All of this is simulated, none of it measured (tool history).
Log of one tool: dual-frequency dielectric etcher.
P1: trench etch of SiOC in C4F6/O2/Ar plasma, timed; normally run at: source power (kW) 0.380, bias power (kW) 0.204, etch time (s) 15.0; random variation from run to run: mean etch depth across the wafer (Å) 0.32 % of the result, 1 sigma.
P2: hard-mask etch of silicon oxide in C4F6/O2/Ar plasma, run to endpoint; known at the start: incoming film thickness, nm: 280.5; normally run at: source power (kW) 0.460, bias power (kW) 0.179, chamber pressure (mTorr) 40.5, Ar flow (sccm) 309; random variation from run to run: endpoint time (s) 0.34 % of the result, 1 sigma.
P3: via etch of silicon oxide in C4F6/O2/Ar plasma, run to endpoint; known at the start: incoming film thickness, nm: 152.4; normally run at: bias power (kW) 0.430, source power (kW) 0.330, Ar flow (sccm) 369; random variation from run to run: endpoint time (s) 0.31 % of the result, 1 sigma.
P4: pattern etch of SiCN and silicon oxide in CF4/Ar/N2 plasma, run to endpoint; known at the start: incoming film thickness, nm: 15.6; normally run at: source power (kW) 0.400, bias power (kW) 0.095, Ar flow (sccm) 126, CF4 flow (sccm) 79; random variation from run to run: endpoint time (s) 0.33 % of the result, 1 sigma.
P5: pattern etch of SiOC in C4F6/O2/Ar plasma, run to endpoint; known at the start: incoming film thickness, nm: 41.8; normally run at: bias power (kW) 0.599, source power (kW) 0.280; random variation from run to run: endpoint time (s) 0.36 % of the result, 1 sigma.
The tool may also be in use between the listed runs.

run    day  process that ran  source power (kW)  bias power (kW)  etch time (s)  chamber pressure (mTorr)  Ar flow (sccm)  CF4 flow (sccm)  hours since the last wet clean  hours since the last source power generator calibration  hours since the last bias power generator calibration  mean etch depth across the wafer (Å)  endpoint time (s)
  1  0.279                P1              0.380            0.204           15.0                                                                                      236.3                                                    865.3                                                 1891.2                                313.43
  2  0.554                P1              0.380            0.204           15.0                                                                                      242.9                                                    871.9                                                 1897.8                                314.70
  3  0.912                P1              0.490            0.204           15.0                                                                                      251.5                                                    880.5                                                 1906.4                                348.54
  4  1.254                P2              0.620            0.179                                     40.5             309                                            259.7                                                    888.7                                                 1914.6                                                   76.246
  5  1.675                P4              0.310            0.095                                                      126               79                           269.8                                                    898.8                                                 1924.7                                                   23.283
  6  2.050                P4              0.400            0.095                                                      168               79                           278.8                                                    907.8                                                 1933.7                                                   19.493
  7  2.371                P3              0.330            0.430                                                      369                                            286.5                                                    915.5                                                 1941.4                                                   39.152
  8  2.621                P5              0.380            0.599                                                                                                     292.5                                                    921.5                                                 1947.4                                                   13.003
  9  3.088                P5              0.280            0.849                                                                                                     303.7                                                    932.7                                                 1958.6                                                   12.624
 10  3.471                P2              0.460            0.179                                     55.5             309                                            312.9                                                    941.9                                                 1967.8                                                   88.812
 11  3.796                P1              0.380            0.164           15.0                                                                                      320.7                                                    949.7                                                 1975.6                                293.21
 12  4.283                P1              0.380            0.204           22.0                                                                                      332.4                                                    961.4                                                 1987.3                                460.45
 13  4.658                P2              0.460            0.179                                     40.5             406                                            341.4                                                    970.4                                                 1996.3                                                   87.805
 14  4.950                P5              0.280            0.599                                                                                                     348.4                                                    977.4                                                 2003.3                                                   14.469
 15  5.183                P1              0.380            0.270           15.0                                                                                      354.0                                                    983.0                                                 2008.9                                346.94
 16  5.467                P1              0.380            0.204           15.0                                                                                      360.8                                                    989.8                                                 2015.7                                314.71
 17  5.883                P1              0.380            0.204           15.0                                                                                      370.8                                                    999.8                                                 2025.7                                313.22
 18  6.346                P3              0.200            0.430                                                      369                                            381.9                                                   1010.9                                                 2036.8                                                   47.146
 19  6.804                P1              0.300            0.204            8.5                                                                                      392.9                                                   1021.9                                                 2047.8                                161.41
 20  7.254                P1              0.380            0.204           15.0                                                                                      403.7                                                   1032.7                                                 2058.6                                314.67
 21  7.517                P1              0.380            0.204           15.0                                                                                      410.0                                                   1039.0                                                 2064.9                                313.52
 22  7.917                P4              0.400            0.095                                                      126               79                           419.6                                                   1048.6                                                 2074.5                                                   18.648
 23  8.204                P1              0.380            0.204            8.5                                                                                      426.5                                                   1055.5                                                 2081.4                                178.29
 24  8.438                P4              0.400            0.055                                                      126               79                           432.1                                                   1061.1                                                 2087.0                                                   22.532

The next listed run, before its measurement:
 25  8.767                P1              0.380            0.240           10.5                                                                                      440.0                                                   1069.0                                                 2094.9                                     ?

{"run 25": {"mean etch depth across the wafer (Å)": 231.83}}
